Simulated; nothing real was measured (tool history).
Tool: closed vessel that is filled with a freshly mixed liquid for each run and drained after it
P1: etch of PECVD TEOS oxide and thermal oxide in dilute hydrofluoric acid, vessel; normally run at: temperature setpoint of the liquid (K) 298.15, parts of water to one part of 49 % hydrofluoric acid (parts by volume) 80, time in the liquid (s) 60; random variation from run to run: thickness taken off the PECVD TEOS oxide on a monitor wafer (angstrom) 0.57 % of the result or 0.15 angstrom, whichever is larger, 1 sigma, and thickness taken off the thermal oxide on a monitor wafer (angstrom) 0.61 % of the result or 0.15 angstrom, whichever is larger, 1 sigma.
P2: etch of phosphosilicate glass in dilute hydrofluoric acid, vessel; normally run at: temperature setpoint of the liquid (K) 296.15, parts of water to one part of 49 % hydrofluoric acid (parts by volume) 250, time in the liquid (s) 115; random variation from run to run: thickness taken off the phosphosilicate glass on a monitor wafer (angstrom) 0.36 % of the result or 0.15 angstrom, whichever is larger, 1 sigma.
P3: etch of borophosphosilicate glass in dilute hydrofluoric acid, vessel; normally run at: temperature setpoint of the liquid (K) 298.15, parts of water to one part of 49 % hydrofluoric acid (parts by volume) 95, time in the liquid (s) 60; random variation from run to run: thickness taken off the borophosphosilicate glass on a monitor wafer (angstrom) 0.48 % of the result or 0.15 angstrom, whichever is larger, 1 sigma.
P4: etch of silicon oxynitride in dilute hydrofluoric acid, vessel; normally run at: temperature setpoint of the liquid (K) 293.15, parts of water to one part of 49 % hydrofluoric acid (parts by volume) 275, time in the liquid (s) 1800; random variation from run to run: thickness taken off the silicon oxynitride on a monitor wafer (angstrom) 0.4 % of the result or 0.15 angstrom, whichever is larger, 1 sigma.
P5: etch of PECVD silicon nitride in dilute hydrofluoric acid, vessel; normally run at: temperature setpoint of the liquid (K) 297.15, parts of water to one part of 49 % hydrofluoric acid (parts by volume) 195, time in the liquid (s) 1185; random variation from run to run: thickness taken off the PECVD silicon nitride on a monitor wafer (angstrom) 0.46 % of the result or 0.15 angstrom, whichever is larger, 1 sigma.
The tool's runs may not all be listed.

run,hour,process that ran,temperature setpoint of the liquid (K),parts of water to one part of 49 % hydrofluoric acid (parts by volume),time in the liquid (s),thickness taken off the PECVD TEOS oxide on a monitor wafer (angstrom),thickness taken off the thermal oxide on a monitor wafer (angstrom),thickness taken off the silicon oxynitride on a monitor wafer (angstrom),thickness taken off the phosphosilicate glass on a monitor wafer (angstrom),thickness taken off the PECVD silicon nitride on a monitor wafer (angstrom),thickness taken off the borophosphosilicate glass on a monitor wafer (angstrom)
1,6,P1,298.15,80,60,102.3,38.191,,,,
2,12.1,P4,293.15,475,1800,,,115.61,,,
3,18.4,P1,298.15,50,60,170.83,63.524,,,,
4,27.9,P4,290.15,275,1800,,,195.87,,,
5,33.8,P1,298.15,80,30,51.369,18.998,,,,
6,39.8,P2,290.15,250,115,,,,397.32,,
7,48.5,P5,297.15,195,1185,,,,,248.29,
8,54.4,P3,298.15,45,60,,,,,,634.46
9,64.2,P3,298.15,95,60,,,,,,284.62
10,69.9,P1,298.15,80,60,102.81,37.833,,,,
11,76.6,P5,297.15,195,2265,,,,,471.58,
12,84.7,P1,298.15,20,30,221.52,81.608,,,,
13,93.6,P1,292.65,125,60,49.438,18.468,,,,
14,101.2,P5,297.15,195,1185,,,,,249.77,
15,106.9,P2,296.15,250,115,,,,497.34,,
16,114.2,P3,298.15,95,110,,,,,,522.8
17,122.2,P1,298.15,135,60,57.208,21.279,,,,
18,128.8,P4,293.15,275,2990,,,374.8,,,
19,138.6,P4,293.15,275,1800,,,225.7,,,
20,146.4,P5,297.15,290,1185,,,,,168.14,
21,152.6,P1,298.15,80,60,102.25,37.868,,,,
22,162.8,P1,302.15,80,60,120.84,44.724,,,,
23,171.8,P1,291.15,80,60,76.625,28.344,,,,
24,177.4,P5,304.65,195,1185,,,,,394.05,
25,182.5,P3,291.65,95,60,,,,,,215.49
26,188.9,P1,290.65,80,90,113.16,41.963,,,,
27,196.5,P1,298.15,80,60,103.27,37.492,,,,
28,202.7,P4,293.15,275,1800,,,225.2,,,
29,211.4,P2,296.15,100,115,,,,1468.7,,
30,220.3,P2,296.15,250,30,,,,130.57,,
31,228.2,P1,298.15,80,60,102.72,37.833,,,,
32,236.6,P1,298.15,80,115,195.04,72.34,,,,
33,245.3,P1,298.15,80,60,102.8,38.09,,,,
34,253.2,P1,298.15,80,60,104.94,38.616,,,,
35,258.7,P1,298.15,80,60,107.19,39.558,,,,
36,265.6,P1,298.15,80,60,107.45,39.787,,,,
37,274.9,P1,298.15,80,60,107.5,39.921,,,,
38,282.7,P1,298.15,80,60,108.36,39.838,,,,
39,288.6,P1,298.15,80,60,108.16,40.341,,,,
40,294.1,P1,298.15,80,60,108.67,40.483,,,,
41,301.3,P1,298.15,80,60,109.02,40.589,,,,

What P1 gives has crept away from where it was. These 2 causes fit the log equally well, each at the size given:
A: hydrofluoric acid flow above the setpoint (%) = 5.59
B: liquid hotter than its thermometer reads (K) = 1.52
The creep began at about hour 245.3.

4 check runs are offered, one wafer each, their results left as question marks. Which one tells the causes apart?
check 1,308.5,P3,291.65,95,85,,,,,,?
check 2,308.5,P5,304.15,195,1185,,,,,?,
check 3,308.5,P2,296.15,140,30,,,,?,,
check 4,308.5,P4,290.15,275,1800,,,?,,,

What each check would give under each cause:
check,result,if A,if B
check 1,thickness taken off the borophosphosilicate glass on a monitor wafer (angstrom),326.63,327.67
check 2,thickness taken off the PECVD silicon nitride on a monitor wafer (angstrom),403.21,417.13
check 3,thickness taken off the phosphosilicate glass on a monitor wafer (angstrom),277.66,276.51
check 4,thickness taken off the silicon oxynitride on a monitor wafer (angstrom),207.66,209.2
How far apart the two closest causes lie, in the result that separates them most: check 1 0.32 %; check 2 3.39 %; check 3 0.42 %; check 4 0.74 %
Check 2 tells the causes apart: in the others they would give nearly the same result.

Check 2 was then run and gave: thickness taken off the PECVD silicon nitride on a monitor wafer (angstrom) 404.28. Which cause is it?

It is A: hydrofluoric acid flow above the setpoint (%).

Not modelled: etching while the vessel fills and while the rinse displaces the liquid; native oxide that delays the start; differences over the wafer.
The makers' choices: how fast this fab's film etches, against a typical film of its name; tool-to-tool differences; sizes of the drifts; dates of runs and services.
